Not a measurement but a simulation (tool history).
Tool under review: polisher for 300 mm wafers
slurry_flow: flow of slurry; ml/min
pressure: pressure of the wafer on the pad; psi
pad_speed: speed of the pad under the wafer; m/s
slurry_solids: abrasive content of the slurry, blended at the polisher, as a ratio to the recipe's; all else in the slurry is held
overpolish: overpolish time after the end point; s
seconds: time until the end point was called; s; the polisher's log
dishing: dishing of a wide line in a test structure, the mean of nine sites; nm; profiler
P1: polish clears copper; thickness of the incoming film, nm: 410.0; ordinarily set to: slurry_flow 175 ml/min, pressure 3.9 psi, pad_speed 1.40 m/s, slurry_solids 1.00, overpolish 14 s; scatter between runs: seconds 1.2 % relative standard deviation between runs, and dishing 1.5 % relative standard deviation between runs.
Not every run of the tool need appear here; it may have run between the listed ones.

{"run": 1, "day": 0.579, "slurry_flow": 175, "pressure": 3.9, "pad_speed": 1.4, "slurry_solids": 1.0, "overpolish": 14, "seconds": 62.711, "dishing": 57.401}
{"run": 2, "day": 1.021, "slurry_flow": 175, "pressure": 3.9, "pad_speed": 2.06, "slurry_solids": 0.75, "overpolish": 14, "seconds": 46.056, "dishing": 72.116}
{"run": 3, "day": 1.454, "slurry_flow": 175, "pressure": 3.9, "pad_speed": 1.88, "slurry_solids": 1.0, "overpolish": 14, "seconds": 47.484, "dishing": 71.533}
{"run": 4, "day": 1.804, "slurry_flow": 175, "pressure": 5.2, "pad_speed": 1.4, "slurry_solids": 1.0, "overpolish": 14, "seconds": 47.18, "dishing": 70.19}
{"run": 5, "day": 2.342, "slurry_flow": 175, "pressure": 3.9, "pad_speed": 1.4, "slurry_solids": 1.45, "overpolish": 14, "seconds": 58.465, "dishing": 59.974}
{"run": 6, "day": 2.779, "slurry_flow": 175, "pressure": 3.9, "pad_speed": 1.4, "slurry_solids": 1.0, "overpolish": 14, "seconds": 64.577, "dishing": 58.785}
{"run": 7, "day": 3.133, "slurry_flow": 175, "pressure": 5.8, "pad_speed": 2.14, "slurry_solids": 1.0, "overpolish": 14, "seconds": 27.656, "dishing": 101.64}
{"run": 8, "day": 3.462, "slurry_flow": 175, "pressure": 3.9, "pad_speed": 1.4, "slurry_solids": 1.0, "overpolish": 14, "seconds": 64.503, "dishing": 57.115}
{"run": 9, "day": 4.0, "slurry_flow": 175, "pressure": 3.9, "pad_speed": 0.7, "slurry_solids": 1.0, "overpolish": 14, "seconds": 125.57, "dishing": 33.267}
{"run": 10, "day": 4.512, "slurry_flow": 175, "pressure": 3.9, "pad_speed": 1.4, "slurry_solids": 1.0, "overpolish": 22, "seconds": 61.852, "dishing": 78.476}
{"run": 11, "day": 4.946, "slurry_flow": 260, "pressure": 3.9, "pad_speed": 1.4, "slurry_solids": 1.0, "overpolish": 14, "seconds": 60.339, "dishing": 58.618}
{"run": 12, "day": 5.379, "slurry_flow": 105, "pressure": 3.9, "pad_speed": 1.4, "slurry_solids": 1.0, "overpolish": 14, "seconds": 70.236, "dishing": 52.98}
{"run": 13, "day": 5.954, "slurry_flow": 115, "pressure": 3.9, "pad_speed": 1.4, "slurry_solids": 1.0, "overpolish": 21, "seconds": 68.725, "dishing": 70.503}
{"run": 14, "day": 6.308, "slurry_flow": 175, "pressure": 3.9, "pad_speed": 1.4, "slurry_solids": 1.0, "overpolish": 14, "seconds": 62.073, "dishing": 55.976}
{"run": 15, "day": 6.779, "slurry_flow": 175, "pressure": 3.9, "pad_speed": 1.4, "slurry_solids": 1.0, "overpolish": 4, "seconds": 63.733, "dishing": 19.415}
{"run": 16, "day": 7.112, "slurry_flow": 175, "pressure": 3.9, "pad_speed": 1.4, "slurry_solids": 0.55, "overpolish": 14, "seconds": 70.757, "dishing": 51.225}
{"run": 17, "day": 7.438, "slurry_flow": 175, "pressure": 1.8, "pad_speed": 1.4, "slurry_solids": 1.0, "overpolish": 14, "seconds": 135.76, "dishing": 28.491}
{"run": 18, "day": 8.083, "slurry_flow": 175, "pressure": 3.9, "pad_speed": 1.4, "slurry_solids": 1.0, "overpolish": 14, "seconds": 62.406, "dishing": 55.61}
{"run": 19, "day": 8.658, "slurry_flow": 175, "pressure": 3.9, "pad_speed": 1.4, "slurry_solids": 1.0, "overpolish": 14, "seconds": 63.98, "dishing": 55.984}
{"run": 20, "day": 9.058, "slurry_flow": 175, "pressure": 3.9, "pad_speed": 1.4, "slurry_solids": 1.0, "overpolish": 14, "seconds": 65.06, "dishing": 55.275}
{"run": 21, "day": 9.721, "slurry_flow": 175, "pressure": 3.9, "pad_speed": 1.4, "slurry_solids": 1.0, "overpolish": 14, "seconds": 66.555, "dishing": 54.243}
{"day": 9.9, "done": "head pressure recalibrated"}
{"day": 10.021, "done": "slurry blender recalibrated"}
{"run": 22, "day": 10.329, "slurry_flow": 175, "pressure": 3.9, "pad_speed": 1.4, "slurry_solids": 1.0, "overpolish": 14, "seconds": 67.274, "dishing": 54.603}

Run 23 has not been measured yet. What should we expect?
{"run": 23, "day": 10.804, "slurry_flow": 175, "pressure": 3.9, "pad_speed": 1.4, "slurry_solids": 1.0, "overpolish": 14, "seconds": "?", "dishing": "?"}

seconds: 66.443 s
dishing: 54.707 nm
